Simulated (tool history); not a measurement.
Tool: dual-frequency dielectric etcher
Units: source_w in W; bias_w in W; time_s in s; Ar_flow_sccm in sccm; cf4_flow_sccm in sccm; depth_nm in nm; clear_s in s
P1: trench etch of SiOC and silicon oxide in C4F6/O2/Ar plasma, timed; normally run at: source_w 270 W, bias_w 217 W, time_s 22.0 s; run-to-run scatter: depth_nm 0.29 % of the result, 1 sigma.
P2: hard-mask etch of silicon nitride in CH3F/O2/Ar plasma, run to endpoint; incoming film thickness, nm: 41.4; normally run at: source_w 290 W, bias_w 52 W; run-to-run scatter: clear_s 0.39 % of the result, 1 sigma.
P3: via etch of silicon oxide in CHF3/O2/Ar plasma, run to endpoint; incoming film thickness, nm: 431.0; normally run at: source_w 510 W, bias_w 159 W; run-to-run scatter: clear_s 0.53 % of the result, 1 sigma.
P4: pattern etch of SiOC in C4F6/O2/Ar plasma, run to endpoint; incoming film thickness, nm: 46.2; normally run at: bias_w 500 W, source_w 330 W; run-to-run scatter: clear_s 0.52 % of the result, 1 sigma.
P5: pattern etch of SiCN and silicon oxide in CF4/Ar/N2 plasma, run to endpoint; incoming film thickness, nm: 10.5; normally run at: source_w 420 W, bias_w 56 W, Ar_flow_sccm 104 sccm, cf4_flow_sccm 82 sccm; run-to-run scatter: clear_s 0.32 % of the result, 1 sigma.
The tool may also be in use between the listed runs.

| run | hour | process | source_w | bias_w | time_s | Ar_flow_sccm | cf4_flow_sccm | hours since the last wet clean | hours since the last source power generator calibration | hours since the last bias power generator calibration | depth_nm | clear_s |
|---|---|---|---|---|---|---|---|---|---|---|---|---|
| 1 | 4.7 | P1 | 270 | 217 | 22.0 |  |  | 493.6 | 1793.6 | 2630.4 | 40.222 |  |
| 2 | 10.2 | P4 | 330 | 613 |  |  |  | 499.1 | 1799.1 | 2635.9 |  | 15.282 |
| 3 | 15.8 | P4 | 330 | 500 |  |  |  | 504.7 | 1804.7 | 2641.5 |  | 16.539 |
| 4 | 22.6 | P5 | 420 | 56 |  | 144 | 82 | 511.5 | 1811.5 | 2648.3 |  | 14.597 |
| 5 | 26.8 | P5 | 420 | 56 |  | 104 | 82 | 515.7 | 1815.7 | 2652.5 |  | 13.885 |
| 6 | 35.4 | P1 | 270 | 217 | 22.0 |  |  | 524.3 | 1824.3 | 2661.1 | 40.313 |  |
| 7 | 40.5 | P5 | 550 | 56 |  | 104 | 82 | 529.4 | 1829.4 | 2666.2 |  | 10.904 |
| 8 | 48.2 | P2 | 290 | 52 |  |  |  | 537.1 | 1837.1 | 2673.9 |  | 75.130 |
| 9 | 56.1 | P1 | 270 | 217 | 31.0 |  |  | 545.0 | 1845.0 | 2681.8 | 56.748 |  |
| 10 | 60.9 | P1 | 160 | 217 | 22.0 |  |  | 549.8 | 1849.8 | 2686.6 | 33.030 |  |
| 11 | 65.6 | P1 | 270 | 288 | 13.5 |  |  | 554.5 | 1854.5 | 2691.3 | 27.134 |  |
| 12 | 70.2 | P1 | 270 | 217 | 22.0 |  |  | 559.1 | 1859.1 | 2695.9 | 40.447 |  |
| 13 | 76.3 | P5 | 420 | 56 |  | 104 | 102 | 565.2 | 1865.2 | 2702.0 |  | 13.470 |
| 14 | 84.8 | P3 | 510 | 159 |  |  |  | 573.7 | 1873.7 | 2710.5 |  | 240.400 |
| 15 | 92.9 | P4 | 230 | 500 |  |  |  | 581.8 | 1881.8 | 2718.6 |  | 18.666 |
| 16 | 100.2 | P1 | 270 | 217 | 22.0 |  |  | 589.1 | 1889.1 | 2725.9 | 40.297 |  |
| 17 | 107.8 | P1 | 270 | 172 | 22.0 |  |  | 596.7 | 1896.7 | 2733.5 | 37.391 |  |
| 18 | 115.0 | P5 | 420 | 56 |  | 104 | 82 | 603.9 | 1903.9 | 2740.7 |  | 13.883 |
| 19 | 120.4 | P1 | 270 | 273 | 22.0 |  |  | 609.3 | 1909.3 | 2746.1 | 43.789 |  |
| 20 | 125.3 | P2 | 290 | 68 |  |  |  | 614.2 | 1914.2 | 2751.0 |  | 68.528 |
| 21 | 130.2 | P1 | 270 | 217 | 22.0 |  |  | 619.1 | 1919.1 | 2755.9 | 40.370 |  |
| 22 | 135.9 | P2 | 290 | 52 |  |  |  | 624.8 | 1924.8 | 2761.6 |  | 74.955 |
| 23 | 143.5 | P1 | 350 | 217 | 22.0 |  |  | 632.4 | 1932.4 | 2769.2 | 44.370 |  |
| 24 | 151.5 | P5 | 420 | 79 |  | 104 | 82 | 640.4 | 1940.4 | 2777.2 |  | 12.404 |
| 25 | 155.7 | P3 | 510 | 125 |  |  |  | 644.6 | 1944.6 | 2781.4 |  | 257.310 |
| 26 | 163.0 | P2 | 380 | 52 |  |  |  | 651.9 | 1951.9 | 2788.7 |  | 67.221 |
| 27 | 167.6 | P1 | 270 | 217 | 14.0 |  |  | 656.5 | 1956.5 | 2793.3 | 25.589 |  |
| 28 | 175.1 | P3 | 410 | 159 |  |  |  | 664.0 | 1964.0 | 2800.8 |  | 263.620 |
| 29 | 181.1 | P4 | 330 | 500 |  |  |  | 670.0 | 1970.0 | 2806.8 |  | 16.512 |
| 30 | 187.1 | P1 | 270 | 217 | 22.0 |  |  | 676.0 | 1976.0 | 2812.8 | 40.257 |  |
| 31 | 193.5 | P1 | 270 | 217 | 22.0 |  |  | 682.4 | 1982.4 | 2819.2 | 39.971 |  |
| 32 | 197.4 | P1 | 270 | 217 | 22.0 |  |  | 686.3 | 1986.3 | 2823.1 | 39.911 |  |
| 33 | 203.9 | P1 | 270 | 217 | 22.0 |  |  | 692.8 | 1992.8 | 2829.6 | 39.702 |  |
|  | 205.4 | wet clean of the chamber |
| 34 | 208.2 | P1 | 270 | 217 | 22.0 |  |  | 2.9 | 1997.1 | 2833.9 | 39.809 |  |
| 35 | 212.0 | P1 | 270 | 217 | 22.0 |  |  | 6.7 | 2000.9 | 2837.7 | 39.850 |  |

Run 36 comes next. What will it give?
| 36 | 219.6 | P1 | 270 | 217 | 22.0 |  |  | 14.3 | 2008.5 | 2845.3 | ? |  |

{"run 36": {"depth_nm": 39.765}}

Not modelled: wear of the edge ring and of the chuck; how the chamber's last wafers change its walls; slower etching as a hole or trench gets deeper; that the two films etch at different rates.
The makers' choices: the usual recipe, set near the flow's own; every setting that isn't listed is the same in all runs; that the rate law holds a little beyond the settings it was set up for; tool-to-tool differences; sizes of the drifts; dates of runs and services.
